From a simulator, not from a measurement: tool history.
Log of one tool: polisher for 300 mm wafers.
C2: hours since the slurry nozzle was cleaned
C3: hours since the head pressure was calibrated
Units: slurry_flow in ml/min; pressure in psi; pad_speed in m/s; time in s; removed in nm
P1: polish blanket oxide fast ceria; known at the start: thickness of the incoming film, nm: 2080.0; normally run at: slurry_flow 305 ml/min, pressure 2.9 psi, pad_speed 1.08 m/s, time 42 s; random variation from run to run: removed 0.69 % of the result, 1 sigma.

{"run": 1, "hour": 7.7, "slurry_flow": 305, "pressure": 2.9, "pad_speed": 1.08, "time": 42, "wafers polished on this pad": 940, "C2": 63.4, "C3": 824.1, "removed": 652.67}
{"run": 2, "hour": 15.5, "slurry_flow": 305, "pressure": 2.9, "pad_speed": 1.44, "time": 42, "wafers polished on this pad": 1038, "C2": 71.2, "C3": 831.9, "removed": 866.93}
{"run": 3, "hour": 24.2, "slurry_flow": 305, "pressure": 2.9, "pad_speed": 1.08, "time": 42, "wafers polished on this pad": 1147, "C2": 79.9, "C3": 840.6, "removed": 642.84}
{"run": 4, "hour": 29.5, "slurry_flow": 305, "pressure": 2.9, "pad_speed": 1.08, "time": 21, "wafers polished on this pad": 1214, "C2": 85.2, "C3": 845.9, "removed": 318.3}
{"run": 5, "hour": 38.1, "slurry_flow": 305, "pressure": 2.9, "pad_speed": 1.08, "time": 42, "wafers polished on this pad": 1322, "C2": 93.8, "C3": 854.5, "removed": 643.54}
{"run": 6, "hour": 47.0, "slurry_flow": 305, "pressure": 2.9, "pad_speed": 1.08, "time": 42, "wafers polished on this pad": 1434, "C2": 102.7, "C3": 863.4, "removed": 641.42}
{"run": 7, "hour": 52.1, "slurry_flow": 305, "pressure": 2.9, "pad_speed": 1.08, "time": 65, "wafers polished on this pad": 1498, "C2": 107.8, "C3": 868.5, "removed": 994.78}
{"run": 8, "hour": 60.8, "slurry_flow": 475, "pressure": 2.9, "pad_speed": 1.08, "time": 42, "wafers polished on this pad": 1607, "C2": 116.5, "C3": 877.2, "removed": 665.77}
{"run": 9, "hour": 65.5, "slurry_flow": 305, "pressure": 2.9, "pad_speed": 1.08, "time": 42, "wafers polished on this pad": 1667, "C2": 121.2, "C3": 881.9, "removed": 648.69}
{"hour": 68.2, "done": "head pressure recalibrated"}
{"run": 10, "hour": 74.3, "slurry_flow": 305, "pressure": 2.9, "pad_speed": 1.66, "time": 57, "wafers polished on this pad": 1777, "C2": 130.0, "C3": 6.1, "removed": 1352.3}
{"run": 11, "hour": 81.0, "slurry_flow": 305, "pressure": 1.9, "pad_speed": 1.08, "time": 42, "wafers polished on this pad": 1862, "C2": 136.7, "C3": 12.8, "removed": 421.01}
{"run": 12, "hour": 88.9, "slurry_flow": 185, "pressure": 2.9, "pad_speed": 1.08, "time": 42, "wafers polished on this pad": 1961, "C2": 144.6, "C3": 20.7, "removed": 615.72}
{"run": 13, "hour": 95.3, "slurry_flow": 305, "pressure": 2.9, "pad_speed": 0.58, "time": 42, "wafers polished on this pad": 2041, "C2": 151.0, "C3": 27.1, "removed": 346.57}
{"run": 14, "hour": 102.3, "slurry_flow": 305, "pressure": 2.9, "pad_speed": 1.08, "time": 42, "wafers polished on this pad": 2129, "C2": 158.0, "C3": 34.1, "removed": 642.41}
{"run": 15, "hour": 106.5, "slurry_flow": 305, "pressure": 4.0, "pad_speed": 1.08, "time": 42, "wafers polished on this pad": 2182, "C2": 162.2, "C3": 38.3, "removed": 899.98}
{"run": 16, "hour": 115.1, "slurry_flow": 305, "pressure": 2.9, "pad_speed": 1.08, "time": 42, "wafers polished on this pad": 2290, "C2": 170.8, "C3": 46.9, "removed": 649.15}
{"hour": 117.1, "done": "slurry nozzle cleaned"}
{"run": 17, "hour": 121.3, "slurry_flow": 305, "pressure": 2.1, "pad_speed": 1.08, "time": 28, "wafers polished on this pad": 2368, "C2": 4.2, "C3": 53.1, "removed": 306.64}
{"run": 18, "hour": 128.7, "slurry_flow": 185, "pressure": 2.9, "pad_speed": 1.08, "time": 53, "wafers polished on this pad": 2461, "C2": 11.6, "C3": 60.5, "removed": 765.43}

Run 19 comes next. What will it give?
{"run": 19, "hour": 135.7, "slurry_flow": 305, "pressure": 2.9, "pad_speed": 1.08, "time": 42, "wafers polished on this pad": 2549, "C2": 18.6, "C3": 67.5, "removed": "?"}

Run 19 gave removed 642.76 nm.

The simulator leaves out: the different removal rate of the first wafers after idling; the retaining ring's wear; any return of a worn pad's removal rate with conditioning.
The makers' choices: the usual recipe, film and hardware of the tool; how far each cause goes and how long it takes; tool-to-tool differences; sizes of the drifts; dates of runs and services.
